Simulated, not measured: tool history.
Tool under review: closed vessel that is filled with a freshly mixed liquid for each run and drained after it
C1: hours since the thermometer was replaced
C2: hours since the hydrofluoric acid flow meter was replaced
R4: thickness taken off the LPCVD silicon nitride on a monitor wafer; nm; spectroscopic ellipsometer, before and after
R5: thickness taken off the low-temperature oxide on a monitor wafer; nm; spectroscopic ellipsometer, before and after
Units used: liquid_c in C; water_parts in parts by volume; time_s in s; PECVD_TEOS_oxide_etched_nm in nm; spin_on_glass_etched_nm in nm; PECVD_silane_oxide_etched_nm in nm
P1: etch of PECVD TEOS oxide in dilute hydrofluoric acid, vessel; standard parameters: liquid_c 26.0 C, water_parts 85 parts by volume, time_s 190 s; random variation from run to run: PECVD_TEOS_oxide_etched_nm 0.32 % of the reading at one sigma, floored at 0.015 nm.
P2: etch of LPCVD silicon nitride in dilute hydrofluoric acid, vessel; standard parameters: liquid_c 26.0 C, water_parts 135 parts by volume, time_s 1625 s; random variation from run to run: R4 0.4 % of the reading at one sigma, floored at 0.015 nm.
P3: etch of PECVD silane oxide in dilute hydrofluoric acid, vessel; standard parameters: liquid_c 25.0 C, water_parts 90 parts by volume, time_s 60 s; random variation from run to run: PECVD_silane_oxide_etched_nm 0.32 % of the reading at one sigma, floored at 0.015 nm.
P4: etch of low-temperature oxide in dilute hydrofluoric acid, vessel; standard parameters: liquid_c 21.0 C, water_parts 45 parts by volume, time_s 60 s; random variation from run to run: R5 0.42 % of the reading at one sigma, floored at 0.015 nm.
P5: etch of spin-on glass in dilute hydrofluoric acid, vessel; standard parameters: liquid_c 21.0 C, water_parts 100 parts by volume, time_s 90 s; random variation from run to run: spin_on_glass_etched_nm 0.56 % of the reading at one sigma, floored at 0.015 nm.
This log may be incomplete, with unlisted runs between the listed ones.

run 1 hour=10.5 | process=P1 liquid_c=26.0 water_parts=85 time_s=190 | C1=384.1 C2=1167.7 | PECVD_TEOS_oxide_etched_nm=30.2630
run 2 hour=25.4 | process=P5 liquid_c=21.0 water_parts=100 time_s=30 | C1=399.0 C2=1182.6 | spin_on_glass_etched_nm=8.6707
run 3 hour=35.0 | process=P3 liquid_c=32.5 water_parts=90 time_s=60 | C1=408.6 C2=1192.2 | PECVD_silane_oxide_etched_nm=44.797
run 4 hour=50.7 | process=P2 liquid_c=26.0 water_parts=135 time_s=75 | C1=424.3 C2=1207.9 | R4=0.32769
run 5 hour=67.7 | process=P5 liquid_c=21.0 water_parts=100 time_s=90 | C1=441.3 C2=1224.9 | spin_on_glass_etched_nm=26.1580
run 6 hour=79.2 | process=P5 liquid_c=28.0 water_parts=100 time_s=90 | C1=452.8 C2=1236.4 | spin_on_glass_etched_nm=34.0940
run 7 hour=95.2 | process=P1 liquid_c=26.0 water_parts=85 time_s=190 | C1=468.8 C2=1252.4 | PECVD_TEOS_oxide_etched_nm=30.2110
run 8 hour=113.6 | process=P3 liquid_c=25.0 water_parts=90 time_s=90 | C1=487.2 C2=1270.8 | PECVD_silane_oxide_etched_nm=50.379
run 9 hour=121.8 | process=P4 liquid_c=21.0 water_parts=25 time_s=60 | C1=495.4 C2=1279.0 | R5=58.133
run 10 hour=139.8 | process=P2 liquid_c=26.0 water_parts=135 time_s=1625 | C1=513.4 C2=1297.0 | R4=6.84140
run 11 hour=156.1 | process=P3 liquid_c=25.0 water_parts=90 time_s=60 | C1=529.7 C2=1313.3 | PECVD_silane_oxide_etched_nm=33.776
run 12 hour=164.8 | process=P2 liquid_c=26.0 water_parts=205 time_s=1625 | C1=538.4 C2=1322.0 | R4=4.46690
run 13 hour=180.4 | process=P1 liquid_c=20.0 water_parts=85 time_s=190 | C1=554.0 C2=1337.6 | PECVD_TEOS_oxide_etched_nm=23.8360
-- hour=191.4 thermometer replaced
run 14 hour=192.0 | process=P1 liquid_c=26.0 water_parts=85 time_s=190 | C1=0.6 C2=1349.2 | PECVD_TEOS_oxide_etched_nm=30.0010
run 15 hour=209.7 | process=P1 liquid_c=26.0 water_parts=85 time_s=190 | C1=18.3 C2=1366.9 | PECVD_TEOS_oxide_etched_nm=30.0960
run 16 hour=220.0 | process=P5 liquid_c=21.0 water_parts=140 time_s=90 | C1=28.6 C2=1377.2 | spin_on_glass_etched_nm=17.7060
run 17 hour=231.0 | process=P1 liquid_c=20.5 water_parts=145 time_s=190 | C1=39.6 C2=1388.2 | PECVD_TEOS_oxide_etched_nm=13.2950
run 18 hour=247.5 | process=P1 liquid_c=19.0 water_parts=85 time_s=295 | C1=56.1 C2=1404.7 | PECVD_TEOS_oxide_etched_nm=35.2400
run 19 hour=260.0 | process=P3 liquid_c=25.0 water_parts=90 time_s=60 | C1=68.6 C2=1417.2 | PECVD_silane_oxide_etched_nm=33.547
run 20 hour=271.8 | process=P4 liquid_c=21.0 water_parts=45 time_s=60 | C1=80.4 C2=1429.0 | R5=31.600
run 21 hour=287.8 | process=P3 liquid_c=25.0 water_parts=145 time_s=60 | C1=96.4 C2=1445.0 | PECVD_silane_oxide_etched_nm=19.596
run 22 hour=302.9 | process=P1 liquid_c=26.0 water_parts=20 time_s=190 | C1=111.5 C2=1460.1 | PECVD_TEOS_oxide_etched_nm=140.4500
run 23 hour=314.4 | process=P1 liquid_c=26.0 water_parts=85 time_s=190 | C1=123.0 C2=1471.6 | PECVD_TEOS_oxide_etched_nm=29.9660
run 24 hour=323.4 | process=P1 liquid_c=26.0 water_parts=85 time_s=30 | C1=132.0 C2=1480.6 | PECVD_TEOS_oxide_etched_nm=4.7532
run 25 hour=340.3 | process=P1 liquid_c=26.0 water_parts=115 time_s=190 | C1=148.9 C2=1497.5 | PECVD_TEOS_oxide_etched_nm=21.5750
run 26 hour=352.4 | process=P1 liquid_c=26.0 water_parts=85 time_s=300 | C1=161.0 C2=1509.6 | PECVD_TEOS_oxide_etched_nm=47.6660
run 27 hour=361.4 | process=P4 liquid_c=21.0 water_parts=45 time_s=105 | C1=170.0 C2=1518.6 | R5=55.156
run 28 hour=375.6 | process=P4 liquid_c=28.0 water_parts=45 time_s=60 | C1=184.2 C2=1532.8 | R5=41.685
run 29 hour=388.1 | process=P2 liquid_c=34.0 water_parts=135 time_s=1625 | C1=196.7 C2=1545.3 | R4=11.24400
run 30 hour=406.9 | process=P1 liquid_c=32.5 water_parts=85 time_s=190 | C1=215.5 C2=1564.1 | PECVD_TEOS_oxide_etched_nm=38.8460
run 31 hour=419.0 | process=P5 liquid_c=21.0 water_parts=100 time_s=90 | C1=227.6 C2=1576.2 | spin_on_glass_etched_nm=25.9310
run 32 hour=436.5 | process=P1 liquid_c=26.0 water_parts=85 time_s=190 | C1=245.1 C2=1593.7 | PECVD_TEOS_oxide_etched_nm=30.3290
run 33 hour=447.8 | process=P1 liquid_c=26.0 water_parts=85 time_s=190 | C1=256.4 C2=1605.0 | PECVD_TEOS_oxide_etched_nm=31.1870

Run 34 has not been measured yet. What should we expect?
run 34 hour=456.2 | process=P1 liquid_c=26.0 water_parts=85 time_s=190 | C1=264.8 C2=1613.4 | PECVD_TEOS_oxide_etched_nm=?

{"run 34": {"PECVD_TEOS_oxide_etched_nm": 31.75}}
